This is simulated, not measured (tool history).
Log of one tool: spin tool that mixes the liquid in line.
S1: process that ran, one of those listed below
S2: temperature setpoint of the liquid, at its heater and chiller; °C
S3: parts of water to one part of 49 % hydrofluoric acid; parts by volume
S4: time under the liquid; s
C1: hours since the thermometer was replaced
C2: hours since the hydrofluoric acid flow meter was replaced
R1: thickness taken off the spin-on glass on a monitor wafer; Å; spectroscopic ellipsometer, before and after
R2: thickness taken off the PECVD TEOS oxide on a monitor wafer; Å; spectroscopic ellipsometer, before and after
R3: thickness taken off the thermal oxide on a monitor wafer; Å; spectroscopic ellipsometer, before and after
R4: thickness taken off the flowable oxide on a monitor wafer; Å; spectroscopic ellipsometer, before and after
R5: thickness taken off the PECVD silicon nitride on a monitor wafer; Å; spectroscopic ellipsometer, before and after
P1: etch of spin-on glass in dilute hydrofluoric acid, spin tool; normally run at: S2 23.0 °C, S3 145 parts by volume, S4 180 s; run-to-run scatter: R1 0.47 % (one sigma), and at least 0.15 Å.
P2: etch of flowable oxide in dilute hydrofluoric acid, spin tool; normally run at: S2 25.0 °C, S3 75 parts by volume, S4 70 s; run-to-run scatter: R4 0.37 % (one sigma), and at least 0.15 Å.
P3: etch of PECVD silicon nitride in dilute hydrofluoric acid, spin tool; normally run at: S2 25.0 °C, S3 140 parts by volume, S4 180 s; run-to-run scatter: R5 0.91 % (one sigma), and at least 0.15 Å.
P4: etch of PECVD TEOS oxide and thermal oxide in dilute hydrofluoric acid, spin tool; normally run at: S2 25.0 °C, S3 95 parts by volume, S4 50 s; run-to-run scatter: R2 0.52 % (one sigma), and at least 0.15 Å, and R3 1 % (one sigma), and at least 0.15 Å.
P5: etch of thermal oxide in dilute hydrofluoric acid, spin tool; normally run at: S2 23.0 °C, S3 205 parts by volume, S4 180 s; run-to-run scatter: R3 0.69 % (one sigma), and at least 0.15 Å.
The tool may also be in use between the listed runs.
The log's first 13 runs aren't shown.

run,hour,S1,S2,S3,S4,C1,C2,R1,R2,R3,R4,R5
14,145.6,P1,23.0,45,65,1443.8,1405.5,557.120,,,,
15,153.6,P4,25.0,95,50,1451.8,1413.5,,122.670,24.6100,,
16,167.7,P1,17.0,145,30,1465.9,1427.6,55.541,,,,
17,181.5,P5,23.0,205,180,1479.7,1441.4,,,35.0910,,
18,188.6,P3,19.5,140,180,1486.8,1448.5,,,,,20.516
19,202.4,P3,25.0,140,85,1500.6,1462.3,,,,,14.002
20,211.3,P2,25.0,115,70,1509.5,1471.2,,,,279.340,
21,219.3,P5,23.0,80,180,1517.5,1479.2,,,103.3900,,
22,226.0,P1,17.0,145,180,1524.2,1485.9,333.290,,,,
23,235.7,P2,25.0,75,15,1533.9,1495.6,,,,97.276,
# hour 245.4: thermometer replaced
24,249.1,P1,23.0,90,180,3.8,1509.0,731.900,,,,
25,255.7,P3,25.0,140,180,10.4,1515.6,,,,,29.791
26,269.1,P1,23.0,240,180,23.8,1529.0,230.170,,,,
27,276.8,P5,23.0,205,20,31.5,1536.7,,,4.0221,,
28,287.6,P1,23.0,145,270,42.3,1547.5,642.110,,,,
29,295.4,P1,23.0,145,180,50.1,1555.3,425.370,,,,
30,302.1,P1,23.0,145,180,56.8,1562.0,413.450,,,,
31,316.6,P1,23.0,145,180,71.3,1576.5,399.540,,,,

The next listed run, before its measurement:
32,329.5,P1,23.0,145,180,84.2,1589.4,?,,,,

{"run 32": {"R1": 391.98}}

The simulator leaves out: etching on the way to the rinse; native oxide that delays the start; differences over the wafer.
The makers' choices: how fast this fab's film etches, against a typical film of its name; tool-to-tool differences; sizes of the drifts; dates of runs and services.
